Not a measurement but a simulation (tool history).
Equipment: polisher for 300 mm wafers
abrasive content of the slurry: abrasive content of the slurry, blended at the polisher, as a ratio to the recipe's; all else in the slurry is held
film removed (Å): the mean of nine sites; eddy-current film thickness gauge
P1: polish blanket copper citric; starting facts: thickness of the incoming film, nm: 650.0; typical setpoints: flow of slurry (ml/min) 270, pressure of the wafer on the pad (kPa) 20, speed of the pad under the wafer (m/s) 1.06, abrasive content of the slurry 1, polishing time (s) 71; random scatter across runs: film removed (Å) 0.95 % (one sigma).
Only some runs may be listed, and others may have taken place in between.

| run | day | flow of slurry (ml/min) | pressure of the wafer on the pad (kPa) | speed of the pad under the wafer (m/s) | abrasive content of the slurry | polishing time (s) | wafers polished on this pad | hours since the slurry nozzle was cleaned | hours since the head pressure was calibrated | hours since the slurry blender was calibrated | film removed (Å) |
|---|---|---|---|---|---|---|---|---|---|---|---|
| 1 | 0.325 | 270 | 20 | 1.06 | 1 | 71 | 953 | 89 | 1039.6 | 35.3 | 1593.4 |
| 2 | 0.579 | 270 | 30.3 | 1.06 | 1 | 71 | 1026 | 95.1 | 1045.7 | 41.4 | 2358.3 |
| 3 | 0.854 | 160 | 20 | 1.06 | 1 | 71 | 1105 | 101.7 | 1052.3 | 48 | 1477.8 |
| 4 | 1.025 | 270 | 20 | 1.64 | 1 | 71 | 1154 | 105.8 | 1056.4 | 52.1 | 2389.4 |
| 5 | 1.3 | 270 | 10.3 | 1.06 | 1 | 71 | 1233 | 112.4 | 1063 | 58.7 | 820.91 |
| 6 | 1.542 | 270 | 20 | 1.06 | 1 | 71 | 1302 | 118.2 | 1068.8 | 64.5 | 1563.1 |
| 7 | 1.712 | 160 | 20 | 1.06 | 1 | 91 | 1352 | 122.3 | 1072.9 | 68.6 | 1888.6 |
|  | 1.754 | head pressure recalibrated |
| 8 | 2.071 | 270 | 20 | 1.06 | 1 | 71 | 1455 | 130.9 | 7.6 | 77.2 | 1585.3 |
| 9 | 2.338 | 270 | 20 | 1.06 | 1 | 33 | 1531 | 137.3 | 14 | 83.6 | 737.17 |
| 10 | 2.683 | 400 | 20 | 1.06 | 1 | 71 | 1631 | 145.6 | 22.3 | 91.9 | 1644.9 |
| 11 | 2.892 | 270 | 20 | 1.06 | 1.5 | 71 | 1691 | 150.6 | 27.3 | 96.9 | 1701.3 |
| 12 | 3.258 | 270 | 20 | 0.76 | 1 | 71 | 1796 | 159.4 | 36.1 | 105.7 | 1139 |
| 13 | 3.592 | 270 | 20 | 1.06 | 1 | 109 | 1892 | 167.4 | 44.1 | 113.7 | 2406 |
| 14 | 3.767 | 270 | 20 | 1.06 | 1 | 71 | 1942 | 171.6 | 48.3 | 117.9 | 1576.8 |
| 15 | 4.104 | 270 | 20 | 1.06 | 0.6 | 71 | 2039 | 179.7 | 56.4 | 126 | 1406.7 |
| 16 | 4.279 | 270 | 20 | 1.06 | 1 | 71 | 2090 | 183.9 | 60.6 | 130.2 | 1583.7 |
| 17 | 4.517 | 270 | 20 | 1.06 | 1 | 71 | 2158 | 189.6 | 66.3 | 135.9 | 1570.6 |
| 18 | 4.679 | 270 | 20 | 1.06 | 1 | 71 | 2205 | 193.5 | 70.2 | 139.8 | 1560.7 |
| 19 | 5.046 | 270 | 20 | 1.06 | 1 | 71 | 2310 | 202.3 | 79 | 148.6 | 1510.5 |

Run 20 has not been measured yet. What should we expect?
| 20 | 5.3 | 270 | 20 | 1.06 | 1 | 71 | 2383 | 208.4 | 85.1 | 154.7 | ? |

For run 20 the tool returned film removed (Å) 1508.5.

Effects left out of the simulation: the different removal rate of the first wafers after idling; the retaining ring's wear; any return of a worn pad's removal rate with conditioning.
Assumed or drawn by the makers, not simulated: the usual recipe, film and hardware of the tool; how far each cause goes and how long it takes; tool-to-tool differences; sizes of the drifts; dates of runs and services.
